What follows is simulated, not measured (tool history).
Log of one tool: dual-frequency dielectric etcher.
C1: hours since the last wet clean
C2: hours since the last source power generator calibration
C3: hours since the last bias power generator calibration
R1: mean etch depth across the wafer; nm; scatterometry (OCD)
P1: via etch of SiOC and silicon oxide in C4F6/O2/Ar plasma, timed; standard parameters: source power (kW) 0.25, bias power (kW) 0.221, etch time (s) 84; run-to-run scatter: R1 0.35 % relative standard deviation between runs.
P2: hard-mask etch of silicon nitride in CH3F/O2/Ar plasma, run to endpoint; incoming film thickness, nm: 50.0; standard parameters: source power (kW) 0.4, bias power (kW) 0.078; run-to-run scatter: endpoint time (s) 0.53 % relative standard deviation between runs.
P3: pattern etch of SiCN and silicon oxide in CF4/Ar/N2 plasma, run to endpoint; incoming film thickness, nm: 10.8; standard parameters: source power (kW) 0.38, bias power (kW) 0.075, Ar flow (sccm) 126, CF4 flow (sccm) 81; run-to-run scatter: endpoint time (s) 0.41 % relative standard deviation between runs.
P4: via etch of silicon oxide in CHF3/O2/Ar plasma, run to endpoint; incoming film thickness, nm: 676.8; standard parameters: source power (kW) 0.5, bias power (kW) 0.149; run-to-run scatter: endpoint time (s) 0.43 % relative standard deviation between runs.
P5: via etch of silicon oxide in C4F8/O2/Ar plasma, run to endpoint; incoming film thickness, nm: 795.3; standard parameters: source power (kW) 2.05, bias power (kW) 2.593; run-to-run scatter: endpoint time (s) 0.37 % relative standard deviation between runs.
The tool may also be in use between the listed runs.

run 1 hour=14.4 | process_that_ran=P1 source_power_(kW)=0.25 bias_power_(kW)=0.221 etch_time_(s)=84 | C1=426.7 C2=1358.2 C3=1154.9 | R1=84.236
run 2 hour=25.8 | process_that_ran=P2 source_power_(kW)=0.4 bias_power_(kW)=0.045 | C1=438.1 C2=1369.6 C3=1166.3 | endpoint_time_(s)=83.658
run 3 hour=36 | process_that_ran=P5 source_power_(kW)=2.05 bias_power_(kW)=2.593 | C1=448.3 C2=1379.8 C3=1176.5 | endpoint_time_(s)=144.3
run 4 hour=49.4 | process_that_ran=P2 source_power_(kW)=0.4 bias_power_(kW)=0.078 | C1=461.7 C2=1393.2 C3=1189.9 | endpoint_time_(s)=69.714
run 5 hour=58.6 | process_that_ran=P1 source_power_(kW)=0.31 bias_power_(kW)=0.184 etch_time_(s)=84 | C1=470.9 C2=1402.4 C3=1199.1 | R1=86.356
run 6 hour=70.9 | process_that_ran=P1 source_power_(kW)=0.25 bias_power_(kW)=0.221 etch_time_(s)=104 | C1=483.2 C2=1414.7 C3=1211.4 | R1=104.66
run 7 hour=77.5 | process_that_ran=P3 source_power_(kW)=0.38 bias_power_(kW)=0.075 Ar_flow_(sccm)=155 CF4_flow_(sccm)=81 | C1=489.8 C2=1421.3 C3=1218 | endpoint_time_(s)=14.783
run 8 hour=90 | process_that_ran=P3 source_power_(kW)=0.38 bias_power_(kW)=0.075 Ar_flow_(sccm)=126 CF4_flow_(sccm)=81 | C1=502.3 C2=1433.8 C3=1230.5 | endpoint_time_(s)=14.446
run 9 hour=101.3 | process_that_ran=P1 source_power_(kW)=0.2 bias_power_(kW)=0.159 etch_time_(s)=84 | C1=513.6 C2=1445.1 C3=1241.8 | R1=69.386
run 10 hour=114.5 | process_that_ran=P2 source_power_(kW)=0.56 bias_power_(kW)=0.078 | C1=526.8 C2=1458.3 C3=1255 | endpoint_time_(s)=61.171
run 11 hour=123.1 | process_that_ran=P1 source_power_(kW)=0.25 bias_power_(kW)=0.139 etch_time_(s)=101 | C1=535.4 C2=1466.9 C3=1263.6 | R1=87.353
run 12 hour=134.7 | process_that_ran=P3 source_power_(kW)=0.38 bias_power_(kW)=0.098 Ar_flow_(sccm)=126 CF4_flow_(sccm)=81 | C1=547 C2=1478.5 C3=1275.2 | endpoint_time_(s)=13.085
run 13 hour=143 | process_that_ran=P2 source_power_(kW)=0.4 bias_power_(kW)=0.078 | C1=555.3 C2=1486.8 C3=1283.5 | endpoint_time_(s)=70.104
run 14 hour=154.4 | process_that_ran=P3 source_power_(kW)=0.38 bias_power_(kW)=0.075 Ar_flow_(sccm)=126 CF4_flow_(sccm)=97 | C1=566.7 C2=1498.2 C3=1294.9 | endpoint_time_(s)=13.981
run 15 hour=162.9 | process_that_ran=P1 source_power_(kW)=0.19 bias_power_(kW)=0.221 etch_time_(s)=84 | C1=575.2 C2=1506.7 C3=1303.4 | R1=76.043
run 16 hour=169.9 | process_that_ran=P1 source_power_(kW)=0.25 bias_power_(kW)=0.129 etch_time_(s)=84 | C1=582.2 C2=1513.7 C3=1310.4 | R1=70.692
run 17 hour=177.4 | process_that_ran=P1 source_power_(kW)=0.25 bias_power_(kW)=0.221 etch_time_(s)=46 | C1=589.7 C2=1521.2 C3=1317.9 | R1=46.211
run 18 hour=187.5 | process_that_ran=P1 source_power_(kW)=0.34 bias_power_(kW)=0.221 etch_time_(s)=84 | C1=599.8 C2=1531.3 C3=1328 | R1=95.374
run 19 hour=197.5 | process_that_ran=P5 source_power_(kW)=2.76 bias_power_(kW)=2.593 | C1=609.8 C2=1541.3 C3=1338 | endpoint_time_(s)=128.49
run 20 hour=208 | process_that_ran=P1 source_power_(kW)=0.25 bias_power_(kW)=0.221 etch_time_(s)=84 | C1=620.3 C2=1551.8 C3=1348.5 | R1=84.658
run 21 hour=219.3 | process_that_ran=P5 source_power_(kW)=2.05 bias_power_(kW)=3.084 | C1=631.6 C2=1563.1 C3=1359.8 | endpoint_time_(s)=137.03
run 22 hour=228.3 | process_that_ran=P4 source_power_(kW)=0.66 bias_power_(kW)=0.149 | C1=640.6 C2=1572.1 C3=1368.8 | endpoint_time_(s)=358.18
run 23 hour=234.8 | process_that_ran=P1 source_power_(kW)=0.25 bias_power_(kW)=0.296 etch_time_(s)=84 | C1=647.1 C2=1578.6 C3=1375.3 | R1=93.527
run 24 hour=249.1 | process_that_ran=P3 source_power_(kW)=0.49 bias_power_(kW)=0.075 Ar_flow_(sccm)=126 CF4_flow_(sccm)=81 | C1=661.4 C2=1592.9 C3=1389.6 | endpoint_time_(s)=11.623
run 25 hour=255.9 | process_that_ran=P1 source_power_(kW)=0.25 bias_power_(kW)=0.221 etch_time_(s)=84 | C1=668.2 C2=1599.7 C3=1396.4 | R1=84.796
run 26 hour=266.6 | process_that_ran=P1 source_power_(kW)=0.25 bias_power_(kW)=0.221 etch_time_(s)=84 | C1=678.9 C2=1610.4 C3=1407.1 | R1=83.928
run 27 hour=273.5 | process_that_ran=P1 source_power_(kW)=0.25 bias_power_(kW)=0.221 etch_time_(s)=84 | C1=685.8 C2=1617.3 C3=1414 | R1=84.896
run 28 hour=282.6 | process_that_ran=P4 source_power_(kW)=0.5 bias_power_(kW)=0.202 | C1=694.9 C2=1626.4 C3=1423.1 | endpoint_time_(s)=362.87
run 29 hour=295.2 | process_that_ran=P1 source_power_(kW)=0.25 bias_power_(kW)=0.221 etch_time_(s)=84 | C1=707.5 C2=1639 C3=1435.7 | R1=84.642
run 30 hour=305.1 | process_that_ran=P4 source_power_(kW)=0.5 bias_power_(kW)=0.149 | C1=717.4 C2=1648.9 C3=1445.6 | endpoint_time_(s)=398.89
run 31 hour=312.4 | process_that_ran=P3 source_power_(kW)=0.38 bias_power_(kW)=0.075 Ar_flow_(sccm)=126 CF4_flow_(sccm)=81 | C1=724.7 C2=1656.2 C3=1452.9 | endpoint_time_(s)=14.417
run 32 hour=326.8 | process_that_ran=P1 source_power_(kW)=0.25 bias_power_(kW)=0.221 etch_time_(s)=84 | C1=739.1 C2=1670.6 C3=1467.3 | R1=84.863
run 33 hour=338.1 | process_that_ran=P1 source_power_(kW)=0.25 bias_power_(kW)=0.221 etch_time_(s)=84 | C1=750.4 C2=1681.9 C3=1478.6 | R1=83.96
run 34 hour=350.5 | process_that_ran=P1 source_power_(kW)=0.25 bias_power_(kW)=0.221 etch_time_(s)=84 | C1=762.8 C2=1694.3 C3=1491 | R1=83.097
-- hour=354.6 wet clean of the chamber
run 35 hour=356.9 | process_that_ran=P1 source_power_(kW)=0.25 bias_power_(kW)=0.221 etch_time_(s)=84 | C1=2.3 C2=1700.7 C3=1497.4 | R1=82.804
run 36 hour=365.5 | process_that_ran=P1 source_power_(kW)=0.25 bias_power_(kW)=0.221 etch_time_(s)=84 | C1=10.9 C2=1709.3 C3=1506 | R1=82.998

Run 37 is up next; what results do you expect?
run 37 hour=374.3 | process_that_ran=P1 source_power_(kW)=0.25 bias_power_(kW)=0.221 etch_time_(s)=84 | C1=19.7 C2=1718.1 C3=1514.8 | R1=?

{"run 37": {"R1": 83.033}}
